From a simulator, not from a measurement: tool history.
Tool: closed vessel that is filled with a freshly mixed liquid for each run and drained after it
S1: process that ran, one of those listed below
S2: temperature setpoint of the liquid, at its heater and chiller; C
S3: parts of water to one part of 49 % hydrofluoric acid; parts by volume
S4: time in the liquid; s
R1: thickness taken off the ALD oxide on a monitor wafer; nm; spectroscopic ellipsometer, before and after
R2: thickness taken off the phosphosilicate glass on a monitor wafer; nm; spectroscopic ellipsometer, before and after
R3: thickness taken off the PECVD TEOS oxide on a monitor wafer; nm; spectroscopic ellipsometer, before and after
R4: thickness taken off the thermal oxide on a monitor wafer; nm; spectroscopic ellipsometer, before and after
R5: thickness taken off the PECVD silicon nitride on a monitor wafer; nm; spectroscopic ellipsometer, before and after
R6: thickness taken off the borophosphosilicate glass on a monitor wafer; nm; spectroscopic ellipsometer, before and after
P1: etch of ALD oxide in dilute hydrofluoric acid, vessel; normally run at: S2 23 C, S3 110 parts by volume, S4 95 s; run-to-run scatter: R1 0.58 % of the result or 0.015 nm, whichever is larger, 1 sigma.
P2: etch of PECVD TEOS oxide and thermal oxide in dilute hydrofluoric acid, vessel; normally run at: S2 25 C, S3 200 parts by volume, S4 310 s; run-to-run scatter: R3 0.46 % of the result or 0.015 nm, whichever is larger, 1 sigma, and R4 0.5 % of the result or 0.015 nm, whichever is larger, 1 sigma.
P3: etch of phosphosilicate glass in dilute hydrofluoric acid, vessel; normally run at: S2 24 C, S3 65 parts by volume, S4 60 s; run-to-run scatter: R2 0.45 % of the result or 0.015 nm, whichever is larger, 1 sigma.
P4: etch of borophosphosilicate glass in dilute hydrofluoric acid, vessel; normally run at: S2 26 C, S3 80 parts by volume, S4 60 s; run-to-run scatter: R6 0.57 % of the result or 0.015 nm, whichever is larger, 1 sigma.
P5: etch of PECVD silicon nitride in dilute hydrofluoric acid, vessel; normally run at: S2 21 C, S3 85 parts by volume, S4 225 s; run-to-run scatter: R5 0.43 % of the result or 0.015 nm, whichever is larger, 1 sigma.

| run | hour | S1 | S2 | S3 | S4 | R1 | R2 | R3 | R4 | R5 | R6 |
|---|---|---|---|---|---|---|---|---|---|---|---|
| 1 | 7.3 | P1 | 23 | 110 | 95 | 22.273 |  |  |  |  |  |
| 2 | 11.4 | P3 | 24 | 65 | 60 |  | 183.49 |  |  |  |  |
| 3 | 18.5 | P1 | 23 | 110 | 95 | 22.258 |  |  |  |  |  |
| 4 | 23.4 | P1 | 23 | 50 | 95 | 53.026 |  |  |  |  |  |
| 5 | 28.7 | P1 | 23 | 150 | 175 | 28.732 |  |  |  |  |  |
| 6 | 35.2 | P1 | 18.5 | 110 | 95 | 18.575 |  |  |  |  |  |
| 7 | 40 | P1 | 23 | 110 | 40 | 9.3449 |  |  |  |  |  |
| 8 | 44.3 | P1 | 23 | 110 | 180 | 42.318 |  |  |  |  |  |
| 9 | 52.1 | P1 | 23 | 110 | 95 | 22.095 |  |  |  |  |  |
| 10 | 56 | P2 | 25 | 200 | 310 |  |  | 13.856 | 6.7925 |  |  |
| 11 | 61.4 | P5 | 21 | 85 | 225 |  |  |  |  | 10.946 |  |
| 12 | 65.2 | P3 | 17.5 | 65 | 60 |  | 139.92 |  |  |  |  |
| 13 | 71.8 | P3 | 24 | 95 | 60 |  | 121.29 |  |  |  |  |
| 14 | 77.1 | P3 | 24 | 65 | 60 |  | 182.46 |  |  |  |  |
| 15 | 82.1 | P1 | 23 | 175 | 155 | 21.186 |  |  |  |  |  |
| 16 | 85.7 | P5 | 17 | 85 | 225 |  |  |  |  | 8.3024 |  |
|  | 91.3 | hydrofluoric acid flow meter replaced |
| 17 | 91.9 | P1 | 27.5 | 110 | 95 | 26.592 |  |  |  |  |  |
| 18 | 97.2 | P4 | 26 | 80 | 60 |  |  |  |  |  | 40.833 |
| 19 | 104.7 | P3 | 24 | 65 | 120 |  | 364.41 |  |  |  |  |
| 20 | 108.7 | P4 | 26 | 80 | 60 |  |  |  |  |  | 41.187 |
| 21 | 115.3 | P4 | 18.5 | 80 | 60 |  |  |  |  |  | 29.729 |
| 22 | 119.2 | P5 | 21 | 85 | 440 |  |  |  |  | 21.362 |  |
| 23 | 125 | P1 | 23 | 180 | 95 | 12.586 |  |  |  |  |  |
| 24 | 128.6 | P2 | 25 | 80 | 310 |  |  | 39.906 | 19.67 |  |  |
| 25 | 134.9 | P2 | 25 | 200 | 445 |  |  | 19.981 | 9.7407 |  |  |
| 26 | 141.9 | P1 | 23 | 110 | 95 | 22.323 |  |  |  |  |  |
| 27 | 146.6 | P4 | 26 | 35 | 60 |  |  |  |  |  | 98.576 |
| 28 | 150.2 | P5 | 21 | 135 | 225 |  |  |  |  | 6.9115 |  |
| 29 | 155 | P1 | 23 | 110 | 95 | 22.387 |  |  |  |  |  |
| 30 | 161.1 | P2 | 25 | 200 | 310 |  |  | 13.846 | 6.7874 |  |  |
| 31 | 168 | P2 | 32.5 | 200 | 310 |  |  | 18.144 | 8.7579 |  |  |
| 32 | 172.6 | P4 | 26 | 80 | 85 |  |  |  |  |  | 57.602 |
| 33 | 180.2 | P5 | 21 | 85 | 225 |  |  |  |  | 10.882 |  |
| 34 | 184.4 | P1 | 23 | 110 | 95 | 22.086 |  |  |  |  |  |
| 35 | 189.9 | P1 | 23 | 110 | 95 | 21.587 |  |  |  |  |  |
| 36 | 193.3 | P1 | 23 | 110 | 95 | 21.376 |  |  |  |  |  |
| 37 | 197.9 | P1 | 23 | 110 | 95 | 21.328 |  |  |  |  |  |
| 38 | 203.3 | P1 | 23 | 110 | 95 | 21.146 |  |  |  |  |  |
| 39 | 206.9 | P1 | 23 | 110 | 95 | 20.796 |  |  |  |  |  |
| 40 | 212.5 | P1 | 23 | 110 | 95 | 20.609 |  |  |  |  |  |
| 41 | 219.3 | P1 | 23 | 110 | 95 | 20.588 |  |  |  |  |  |
| 42 | 226.2 | P1 | 23 | 110 | 95 | 20.557 |  |  |  |  |  |
| 43 | 233.9 | P1 | 23 | 110 | 95 | 20.551 |  |  |  |  |  |
| 44 | 237.4 | P1 | 23 | 110 | 95 | 20.461 |  |  |  |  |  |
| 45 | 245.1 | P1 | 23 | 110 | 95 | 20.279 |  |  |  |  |  |

What P1 gives has crept away from where it was. These 2 causes fit the log equally well, each at the size given:
A: hydrofluoric acid flow below the setpoint (%) = 7.12
B: liquid colder than its thermometer reads (K) = 2.1
The creep began at about hour 184.4.

4 check runs are offered, one wafer each, their results left as question marks. Which one tells the causes apart?
| check 1 | 252.8 | P2 | 32.5 | 120 | 310 |  |  | ? | ? |  |  |
| check 2 | 252.8 | P4 | 26 | 55 | 60 |  |  |  |  |  | ? |
| check 3 | 252.8 | P5 | 17 | 85 | 440 |  |  |  |  | ? |  |
| check 4 | 252.8 | P3 | 20.5 | 65 | 85 |  | ? |  |  |  |  |

What each check would give under each cause:
| check | result | if A | if B |
|---|---|---|---|
| check 1 | R3 | 30.854 | 31.189 |
| check 1 | R4 | 15.069 | 15.233 |
| check 2 | R6 | 56.708 | 56.387 |
| check 3 | R5 | 15.073 | 13.957 |
| check 4 | R2 | 207.84 | 205.99 |
How far apart the two closest causes lie, in the result that separates them most: check 1 1.08 %; check 2 0.57 %; check 3 7.69 %; check 4 0.89 %
Only check 3 tells the causes apart: in the others they would give nearly the same result.

Check 3 was then run and gave: R5 15.08 nm. Which cause is it?

It is A: hydrofluoric acid flow below the setpoint (%).
